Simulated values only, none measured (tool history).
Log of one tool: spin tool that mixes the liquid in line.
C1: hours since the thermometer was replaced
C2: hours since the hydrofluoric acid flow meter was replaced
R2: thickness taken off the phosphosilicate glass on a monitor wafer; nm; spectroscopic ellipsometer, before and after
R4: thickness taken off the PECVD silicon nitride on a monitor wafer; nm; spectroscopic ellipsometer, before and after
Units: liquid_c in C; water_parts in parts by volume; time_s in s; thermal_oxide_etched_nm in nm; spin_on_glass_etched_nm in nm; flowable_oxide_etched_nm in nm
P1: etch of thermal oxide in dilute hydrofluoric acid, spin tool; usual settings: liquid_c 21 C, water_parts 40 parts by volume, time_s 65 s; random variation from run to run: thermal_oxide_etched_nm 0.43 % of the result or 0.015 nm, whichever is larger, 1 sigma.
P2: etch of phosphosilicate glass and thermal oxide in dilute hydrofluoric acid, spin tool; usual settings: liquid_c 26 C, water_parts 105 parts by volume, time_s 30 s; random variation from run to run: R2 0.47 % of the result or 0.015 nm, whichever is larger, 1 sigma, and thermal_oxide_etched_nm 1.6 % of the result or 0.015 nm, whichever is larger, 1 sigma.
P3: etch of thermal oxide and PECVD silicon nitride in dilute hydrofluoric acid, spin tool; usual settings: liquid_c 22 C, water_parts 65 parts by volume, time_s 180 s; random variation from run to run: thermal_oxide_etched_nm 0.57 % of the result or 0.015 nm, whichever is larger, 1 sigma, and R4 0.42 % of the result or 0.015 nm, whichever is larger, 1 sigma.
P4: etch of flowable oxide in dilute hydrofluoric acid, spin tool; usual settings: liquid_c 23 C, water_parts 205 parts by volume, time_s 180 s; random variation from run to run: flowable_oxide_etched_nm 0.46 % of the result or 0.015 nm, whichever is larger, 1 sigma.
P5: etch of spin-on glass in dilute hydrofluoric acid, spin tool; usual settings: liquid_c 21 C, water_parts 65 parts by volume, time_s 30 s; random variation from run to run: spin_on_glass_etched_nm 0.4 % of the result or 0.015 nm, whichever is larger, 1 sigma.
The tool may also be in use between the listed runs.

run 1 hour=12.8 | process=P1 liquid_c=21 water_parts=40 time_s=65 | C1=363.4 C2=160.7 | thermal_oxide_etched_nm=7.029
run 2 hour=23.6 | process=P1 liquid_c=21 water_parts=40 time_s=110 | C1=374.2 C2=171.5 | thermal_oxide_etched_nm=11.975
run 3 hour=39.2 | process=P1 liquid_c=21 water_parts=55 time_s=65 | C1=389.8 C2=187.1 | thermal_oxide_etched_nm=5.043
run 4 hour=48.8 | process=P1 liquid_c=21 water_parts=40 time_s=65 | C1=399.4 C2=196.7 | thermal_oxide_etched_nm=6.9927
run 5 hour=63.3 | process=P2 liquid_c=26 water_parts=105 time_s=60 | C1=413.9 C2=211.2 | thermal_oxide_etched_nm=2.8087 R2=119.6
run 6 hour=70.6 | process=P2 liquid_c=17.5 water_parts=105 time_s=30 | C1=421.2 C2=218.5 | thermal_oxide_etched_nm=1.0529 R2=42.734
run 7 hour=82.2 | process=P5 liquid_c=21 water_parts=65 time_s=30 | C1=432.8 C2=230.1 | spin_on_glass_etched_nm=15.774
run 8 hour=89.9 | process=P1 liquid_c=21 water_parts=40 time_s=25 | C1=440.5 C2=237.8 | thermal_oxide_etched_nm=2.6851
run 9 hour=100.2 | process=P3 liquid_c=22 water_parts=65 time_s=180 | C1=450.8 C2=248.1 | thermal_oxide_etched_nm=12.541 R4=9.9684
run 10 hour=109.6 | process=P4 liquid_c=27.5 water_parts=205 time_s=180 | C1=460.2 C2=257.5 | flowable_oxide_etched_nm=31.803
run 11 hour=122.9 | process=P4 liquid_c=23 water_parts=205 time_s=180 | C1=473.5 C2=270.8 | flowable_oxide_etched_nm=26.966
run 12 hour=130.7 | process=P1 liquid_c=21 water_parts=20 time_s=65 | C1=481.3 C2=278.6 | thermal_oxide_etched_nm=14.491
run 13 hour=139.1 | process=P4 liquid_c=23 water_parts=55 time_s=180 | C1=489.7 C2=287 | flowable_oxide_etched_nm=119.22
run 14 hour=149.7 | process=P5 liquid_c=21 water_parts=20 time_s=30 | C1=500.3 C2=297.6 | spin_on_glass_etched_nm=54.941
run 15 hour=157.1 | process=P4 liquid_c=23 water_parts=205 time_s=180 | C1=507.7 C2=305 | flowable_oxide_etched_nm=26.758
run 16 hour=169.3 | process=P4 liquid_c=23 water_parts=205 time_s=15 | C1=519.9 C2=317.2 | flowable_oxide_etched_nm=2.2434
run 17 hour=183.4 | process=P5 liquid_c=27.5 water_parts=65 time_s=30 | C1=534 C2=331.3 | spin_on_glass_etched_nm=20.642
run 18 hour=194.5 | process=P1 liquid_c=17 water_parts=40 time_s=110 | C1=545.1 C2=342.4 | thermal_oxide_etched_nm=9.9713
run 19 hour=203.2 | process=P1 liquid_c=17 water_parts=40 time_s=65 | C1=553.8 C2=351.1 | thermal_oxide_etched_nm=5.9708
run 20 hour=215.2 | process=P2 liquid_c=26 water_parts=65 time_s=30 | C1=565.8 C2=363.1 | thermal_oxide_etched_nm=2.4017 R2=103.77
run 21 hour=224.2 | process=P2 liquid_c=26 water_parts=105 time_s=30 | C1=574.8 C2=372.1 | thermal_oxide_etched_nm=1.4498 R2=59.951
run 22 hour=231.4 | process=P1 liquid_c=21 water_parts=40 time_s=65 | C1=582 C2=379.3 | thermal_oxide_etched_nm=7.0418
run 23 hour=239.5 | process=P2 liquid_c=26 water_parts=105 time_s=30 | C1=590.1 C2=387.4 | thermal_oxide_etched_nm=1.3929 R2=59.769
run 24 hour=254.1 | process=P3 liquid_c=22 water_parts=65 time_s=355 | C1=604.7 C2=402 | thermal_oxide_etched_nm=24.782 R4=19.826
run 25 hour=264.7 | process=P5 liquid_c=21 water_parts=65 time_s=30 | C1=615.3 C2=412.6 | spin_on_glass_etched_nm=15.913
run 26 hour=275.9 | process=P3 liquid_c=22 water_parts=65 time_s=180 | C1=626.5 C2=423.8 | thermal_oxide_etched_nm=12.691 R4=10.08
run 27 hour=291.2 | process=P1 liquid_c=29.5 water_parts=40 time_s=65 | C1=641.8 C2=439.1 | thermal_oxide_etched_nm=10.059
run 28 hour=305.9 | process=P5 liquid_c=21 water_parts=65 time_s=15 | C1=656.5 C2=453.8 | spin_on_glass_etched_nm=7.9415
run 29 hour=319.3 | process=P3 liquid_c=22 water_parts=20 time_s=180 | C1=669.9 C2=467.2 | thermal_oxide_etched_nm=43.294 R4=31.476
run 30 hour=326.9 | process=P1 liquid_c=21 water_parts=40 time_s=65 | C1=677.5 C2=474.8 | thermal_oxide_etched_nm=7.0702
run 31 hour=342.4 | process=P3 liquid_c=30.5 water_parts=65 time_s=180 | C1=693 C2=490.3 | thermal_oxide_etched_nm=17.627 R4=17.483
run 32 hour=354.1 | process=P1 liquid_c=21 water_parts=40 time_s=65 | C1=704.7 C2=502 | thermal_oxide_etched_nm=7.0545
run 33 hour=364.2 | process=P1 liquid_c=21 water_parts=40 time_s=65 | C1=714.8 C2=512.1 | thermal_oxide_etched_nm=7.273
run 34 hour=374.7 | process=P1 liquid_c=21 water_parts=40 time_s=65 | C1=725.3 C2=522.6 | thermal_oxide_etched_nm=7.4251
run 35 hour=388.1 | process=P1 liquid_c=21 water_parts=40 time_s=65 | C1=738.7 C2=536 | thermal_oxide_etched_nm=7.6031
run 36 hour=395.6 | process=P1 liquid_c=21 water_parts=40 time_s=65 | C1=746.2 C2=543.5 | thermal_oxide_etched_nm=7.5983
run 37 hour=404.6 | process=P1 liquid_c=21 water_parts=40 time_s=65 | C1=755.2 C2=552.5 | thermal_oxide_etched_nm=7.6967
run 38 hour=414.4 | process=P1 liquid_c=21 water_parts=40 time_s=65 | C1=765 C2=562.3 | thermal_oxide_etched_nm=7.6254
run 39 hour=430 | process=P1 liquid_c=21 water_parts=40 time_s=65 | C1=780.6 C2=577.9 | thermal_oxide_etched_nm=7.7996
run 40 hour=442.5 | process=P1 liquid_c=21 water_parts=40 time_s=65 | C1=793.1 C2=590.4 | thermal_oxide_etched_nm=7.7444
run 41 hour=456.9 | process=P1 liquid_c=21 water_parts=40 time_s=65 | C1=807.5 C2=604.8 | thermal_oxide_etched_nm=7.7854
run 42 hour=467.6 | process=P1 liquid_c=21 water_parts=40 time_s=65 | C1=818.2 C2=615.5 | thermal_oxide_etched_nm=7.888

What P1 gives has crept away from where it was. These 2 causes fit the log equally well, each at the size given:
A: hydrofluoric acid flow above the setpoint (%) = 9.91
B: liquid hotter than its thermometer reads (K) = 2.36
The creep began at about hour 354.1.

4 check runs are offered, one wafer each, their results left as question marks. Which one tells the causes apart?
run check 1 hour=478.3 | process=P3 liquid_c=22 water_parts=65 time_s=355 | thermal_oxide_etched_nm=? R4=?
run check 2 hour=478.3 | process=P2 liquid_c=18.5 water_parts=105 time_s=55 | thermal_oxide_etched_nm=? R2=?
run check 3 hour=478.3 | process=P5 liquid_c=21 water_parts=25 time_s=15 | spin_on_glass_etched_nm=?
run check 4 hour=478.3 | process=P4 liquid_c=23 water_parts=65 time_s=180 | flowable_oxide_etched_nm=?

What each check would give under each cause:
check=check_1 result=thermal_oxide_etched_nm if_A=27.515 if_B=27.374
check=check_1 result=R4 if_A=21.72 if_B=23.216
check=check_2 result=thermal_oxide_etched_nm if_A=2.1375 if_B=2.1209
check=check_2 result=R2 if_A=90.601 if_B=89.896
check=check_3 result=spin_on_glass_etched_nm if_A=23.931 if_B=24.013
check=check_4 result=flowable_oxide_etched_nm if_A=110.33 if_B=109.66
How far apart the two closest causes lie, in the result that separates them most: check 1 6.66 %; check 2 0.78 %; check 3 0.34 %; check 4 0.61 %
Only check 1 tells the causes apart: in the others they would give nearly the same result.

Then check 1 was run and gave: thermal_oxide_etched_nm 27.506 nm; R4 21.663 nm. Which cause is it?

It is A: hydrofluoric acid flow above the setpoint (%).
